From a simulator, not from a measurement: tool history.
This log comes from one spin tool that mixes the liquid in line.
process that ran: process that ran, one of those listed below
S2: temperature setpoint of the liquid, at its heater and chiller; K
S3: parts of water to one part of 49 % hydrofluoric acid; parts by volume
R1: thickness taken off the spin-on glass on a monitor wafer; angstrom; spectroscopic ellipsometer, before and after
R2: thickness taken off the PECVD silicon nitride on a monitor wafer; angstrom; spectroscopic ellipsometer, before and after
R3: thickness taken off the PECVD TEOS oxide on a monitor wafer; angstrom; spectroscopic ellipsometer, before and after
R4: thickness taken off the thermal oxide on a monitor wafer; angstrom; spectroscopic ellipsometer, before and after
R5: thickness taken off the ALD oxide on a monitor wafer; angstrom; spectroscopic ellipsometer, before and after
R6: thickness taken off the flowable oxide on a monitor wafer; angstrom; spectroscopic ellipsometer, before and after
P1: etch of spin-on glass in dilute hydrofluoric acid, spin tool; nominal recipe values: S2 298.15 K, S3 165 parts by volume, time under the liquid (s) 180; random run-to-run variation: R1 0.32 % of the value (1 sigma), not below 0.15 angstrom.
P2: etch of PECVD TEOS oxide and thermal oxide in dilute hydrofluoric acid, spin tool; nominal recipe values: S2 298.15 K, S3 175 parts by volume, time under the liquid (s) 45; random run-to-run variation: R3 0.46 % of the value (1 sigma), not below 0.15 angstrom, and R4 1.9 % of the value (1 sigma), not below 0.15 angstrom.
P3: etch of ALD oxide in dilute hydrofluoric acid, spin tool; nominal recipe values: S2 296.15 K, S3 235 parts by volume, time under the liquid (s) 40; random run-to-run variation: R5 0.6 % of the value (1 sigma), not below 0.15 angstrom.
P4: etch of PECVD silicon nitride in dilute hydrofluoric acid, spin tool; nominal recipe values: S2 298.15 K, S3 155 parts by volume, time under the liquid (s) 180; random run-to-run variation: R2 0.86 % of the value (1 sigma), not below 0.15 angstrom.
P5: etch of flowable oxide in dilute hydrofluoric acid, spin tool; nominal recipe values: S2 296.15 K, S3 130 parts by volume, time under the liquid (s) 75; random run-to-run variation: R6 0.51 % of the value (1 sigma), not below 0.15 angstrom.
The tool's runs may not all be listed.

Run 1, hour 3.5: process that ran P1, S2 298.15 K, S3 165 parts by volume, time under the liquid (s) 180. Result: R1 432.570 angstrom.
Run 2, hour 11.1: process that ran P4, S2 303.65 K, S3 155 parts by volume, time under the liquid (s) 180. Result: R2 35.5890 angstrom.
Run 3, hour 17.5: process that ran P1, S2 302.65 K, S3 165 parts by volume, time under the liquid (s) 180. Result: R1 511.890 angstrom.
Run 4, hour 24.2: process that ran P1, S2 298.15 K, S3 165 parts by volume, time under the liquid (s) 180. Result: R1 432.610 angstrom.
Run 5, hour 31.1: process that ran P1, S2 290.65 K, S3 165 parts by volume, time under the liquid (s) 15. Result: R1 26.734 angstrom.
Run 6, hour 36.6: process that ran P1, S2 298.15 K, S3 100 parts by volume, time under the liquid (s) 180. Result: R1 772.760 angstrom.
Run 7, hour 41.2: process that ran P2, S2 298.15 K, S3 175 parts by volume, time under the liquid (s) 65. Result: R3 93.169 angstrom, R4 18.4580 angstrom.
Run 8, hour 47.5: process that ran P1, S2 294.15 K, S3 165 parts by volume, time under the liquid (s) 180. Result: R1 371.350 angstrom.
Run 9, hour 51.0: process that ran P4, S2 298.15 K, S3 275 parts by volume, time under the liquid (s) 180. Result: R2 14.2620 angstrom.
Run 10, hour 55.1: process that ran P3, S2 296.15 K, S3 235 parts by volume, time under the liquid (s) 75. Result: R5 89.217 angstrom.
Run 11, hour 62.7: process that ran P5, S2 296.15 K, S3 130 parts by volume, time under the liquid (s) 75. Result: R6 146.33 angstrom.
Run 12, hour 69.5: process that ran P4, S2 298.15 K, S3 155 parts by volume, time under the liquid (s) 180. Result: R2 24.9680 angstrom.
Run 13, hour 75.3: process that ran P1, S2 293.65 K, S3 165 parts by volume, time under the liquid (s) 315. Result: R1 636.020 angstrom.
Run 14, hour 78.9: process that ran P1, S2 298.15 K, S3 270 parts by volume, time under the liquid (s) 265. Result: R1 347.850 angstrom.
Run 15, hour 84.0: process that ran P3, S2 296.15 K, S3 235 parts by volume, time under the liquid (s) 40. Result: R5 47.470 angstrom.
Run 16, hour 90.0: process that ran P2, S2 298.15 K, S3 325 parts by volume, time under the liquid (s) 45. Result: R3 29.474 angstrom, R4 5.2719 angstrom.
Run 17, hour 97.9: process that ran P3, S2 296.15 K, S3 235 parts by volume, time under the liquid (s) 40. Result: R5 47.187 angstrom.
Run 18, hour 103.9: process that ran P2, S2 298.15 K, S3 175 parts by volume, time under the liquid (s) 45. Result: R3 64.189 angstrom, R4 12.3500 angstrom.
Run 19, hour 108.7: process that ran P1, S2 298.15 K, S3 165 parts by volume, time under the liquid (s) 180. Result: R1 432.490 angstrom.
Run 20, hour 115.3: process that ran P1, S2 298.15 K, S3 165 parts by volume, time under the liquid (s) 60. Result: R1 143.250 angstrom.
Run 21, hour 121.0: process that ran P3, S2 290.15 K, S3 235 parts by volume, time under the liquid (s) 40. Result: R5 37.609 angstrom.
Run 22, hour 126.9: process that ran P1, S2 298.15 K, S3 165 parts by volume, time under the liquid (s) 180. Result: R1 431.180 angstrom.
Run 23, hour 131.6: process that ran P1, S2 298.15 K, S3 165 parts by volume, time under the liquid (s) 290. Result: R1 697.660 angstrom.
Run 24, hour 136.4: process that ran P4, S2 298.15 K, S3 155 parts by volume, time under the liquid (s) 180. Result: R2 24.7980 angstrom.
Run 25, hour 143.8: process that ran P5, S2 296.15 K, S3 130 parts by volume, time under the liquid (s) 130. Result: R6 254.84 angstrom.
Run 26, hour 148.1: process that ran P3, S2 296.15 K, S3 380 parts by volume, time under the liquid (s) 40. Result: R5 25.437 angstrom.
Run 27, hour 154.4: process that ran P5, S2 296.15 K, S3 130 parts by volume, time under the liquid (s) 75. Result: R6 145.28 angstrom.
Run 28, hour 158.9: process that ran P2, S2 293.65 K, S3 175 parts by volume, time under the liquid (s) 45. Result: R3 53.701 angstrom, R4 10.5650 angstrom.
Run 29, hour 164.9: process that ran P1, S2 298.15 K, S3 165 parts by volume, time under the liquid (s) 180. Result: R1 433.230 angstrom.
Run 30, hour 170.7: process that ran P4, S2 298.15 K, S3 155 parts by volume, time under the liquid (s) 25. Result: R2 3.5898 angstrom.
Run 31, hour 175.9: process that ran P1, S2 298.15 K, S3 165 parts by volume, time under the liquid (s) 180. Result: R1 431.580 angstrom.
Run 32, hour 181.8: process that ran P5, S2 296.15 K, S3 205 parts by volume, time under the liquid (s) 75. Result: R6 86.12 angstrom.
Run 33, hour 187.4: process that ran P5, S2 292.15 K, S3 130 parts by volume, time under the liquid (s) 75. Result: R6 124.29 angstrom.
Run 34, hour 195.3: process that ran P1, S2 298.15 K, S3 255 parts by volume, time under the liquid (s) 180. Result: R1 252.940 angstrom.
Run 35, hour 199.1: process that ran P1, S2 298.15 K, S3 165 parts by volume, time under the liquid (s) 180. Result: R1 433.230 angstrom.
Run 36, hour 202.7: process that ran P1, S2 298.15 K, S3 165 parts by volume, time under the liquid (s) 180. Result: R1 427.480 angstrom.
Run 37, hour 209.6: process that ran P1, S2 298.15 K, S3 165 parts by volume, time under the liquid (s) 180. Result: R1 416.230 angstrom.
Run 38, hour 214.8: process that ran P1, S2 298.15 K, S3 165 parts by volume, time under the liquid (s) 180. Result: R1 412.830 angstrom.
Run 39, hour 221.3: process that ran P1, S2 298.15 K, S3 165 parts by volume, time under the liquid (s) 180. Result: R1 411.150 angstrom.
Run 40, hour 228.8: process that ran P1, S2 298.15 K, S3 165 parts by volume, time under the liquid (s) 180. Result: R1 409.480 angstrom.
Run 41, hour 235.4: process that ran P1, S2 298.15 K, S3 165 parts by volume, time under the liquid (s) 180. Result: R1 407.810 angstrom.
Run 42, hour 241.4: process that ran P1, S2 298.15 K, S3 165 parts by volume, time under the liquid (s) 180. Result: R1 405.810 angstrom.
Run 43, hour 248.9: process that ran P1, S2 298.15 K, S3 165 parts by volume, time under the liquid (s) 180. Result: R1 403.190 angstrom.
Run 44, hour 255.2: process that ran P1, S2 298.15 K, S3 165 parts by volume, time under the liquid (s) 180. Result: R1 406.630 angstrom.

The output of P1 has drifted from where it used to be. Each of the 2 causes below, taken at the size shown beside it, accounts for the log equally well:
A: hydrofluoric acid flow below the setpoint (%) = 5.33
B: liquid colder than its thermometer reads (K) = 1.74
Onset of the creep was near hour 199.1.

4 check runs are offered, each on 2 wafers whose results are averaged, their results left as question marks. Which one tells the causes apart?
Run check 1, hour 261.5: process that ran P3, S2 296.15 K, S3 235 parts by volume, time under the liquid (s) 40. Result: R5 ?.
Run check 2, hour 261.5: process that ran P4, S2 298.15 K, S3 155 parts by volume, time under the liquid (s) 180. Result: R2 ?.
Run check 3, hour 261.5: process that ran P2, S2 298.15 K, S3 175 parts by volume, time under the liquid (s) 45. Result: R3 ?, R4 ?.
Run check 4, hour 261.5: process that ran P5, S2 296.15 K, S3 130 parts by volume, time under the liquid (s) 75. Result: R6 ?.

What every check run would give for each of its results, assuming each possible cause in turn:
  check  result     if A     if B
check 1      R5   44.287   44.457
check 2      R2  23.6130  22.2950
check 3      R3   60.078   60.111
check 3      R4  11.5610  11.5670
check 4      R6   137.96   137.19
How far apart the two closest causes lie, in the result that separates them most: check 1 0.38 %; check 2 5.74 %; check 3 0.06 %; check 4 0.56 %
The causes can be told apart only by check 2. The other checks would give nearly the same results under each of them.

The results of check 2 are: R2 23.6770 angstrom. Based on these, which of the listed causes is it?

The correct cause is A, namely: hydrofluoric acid flow below the setpoint (%).

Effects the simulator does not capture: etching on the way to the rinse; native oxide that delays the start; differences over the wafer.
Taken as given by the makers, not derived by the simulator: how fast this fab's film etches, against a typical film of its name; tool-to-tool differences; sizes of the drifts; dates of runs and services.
